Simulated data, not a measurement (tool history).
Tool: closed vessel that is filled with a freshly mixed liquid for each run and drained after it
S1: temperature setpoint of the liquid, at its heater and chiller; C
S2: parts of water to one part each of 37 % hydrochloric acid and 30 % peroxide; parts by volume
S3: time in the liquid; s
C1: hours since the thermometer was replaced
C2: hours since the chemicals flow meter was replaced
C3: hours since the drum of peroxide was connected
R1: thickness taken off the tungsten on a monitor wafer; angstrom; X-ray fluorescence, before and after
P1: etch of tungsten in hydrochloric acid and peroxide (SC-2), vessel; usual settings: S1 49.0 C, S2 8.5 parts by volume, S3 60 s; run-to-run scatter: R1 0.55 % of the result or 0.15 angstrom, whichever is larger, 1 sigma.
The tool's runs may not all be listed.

{"run": 1, "hour": 4.0, "S1": 49.0, "S2": 8.5, "S3": 60, "C1": 1840.4, "C2": 671.9, "C3": 103.0, "R1": 113.49}
{"run": 2, "hour": 10.2, "S1": 49.0, "S2": 8.5, "S3": 30, "C1": 1846.6, "C2": 678.1, "C3": 109.2, "R1": 57.257}
{"run": 3, "hour": 15.7, "S1": 49.0, "S2": 12.0, "S3": 30, "C1": 1852.1, "C2": 683.6, "C3": 114.7, "R1": 42.937}
{"run": 4, "hour": 20.5, "S1": 49.0, "S2": 8.5, "S3": 60, "C1": 1856.9, "C2": 688.4, "C3": 119.5, "R1": 114.34}
{"run": 5, "hour": 28.0, "S1": 49.0, "S2": 4.0, "S3": 60, "C1": 1864.4, "C2": 695.9, "C3": 127.0, "R1": 200.33}
{"run": 6, "hour": 36.0, "S1": 49.0, "S2": 8.5, "S3": 115, "C1": 1872.4, "C2": 703.9, "C3": 135.0, "R1": 218.43}
{"run": 7, "hour": 41.5, "S1": 49.0, "S2": 8.5, "S3": 60, "C1": 1877.9, "C2": 709.4, "C3": 140.5, "R1": 114.18}
{"run": 8, "hour": 45.1, "S1": 49.0, "S2": 8.5, "S3": 60, "C1": 1881.5, "C2": 713.0, "C3": 144.1, "R1": 113.67}
{"run": 9, "hour": 49.2, "S1": 49.0, "S2": 14.0, "S3": 60, "C1": 1885.6, "C2": 717.1, "C3": 148.2, "R1": 75.103}
{"run": 10, "hour": 53.3, "S1": 62.0, "S2": 8.5, "S3": 60, "C1": 1889.7, "C2": 721.2, "C3": 152.3, "R1": 266.47}

The next listed run, before its measurement:
{"run": 11, "hour": 58.2, "S1": 35.5, "S2": 8.5, "S3": 60, "C1": 1894.6, "C2": 726.1, "C3": 157.2, "R1": "?"}

R1: 43.810 angstrom
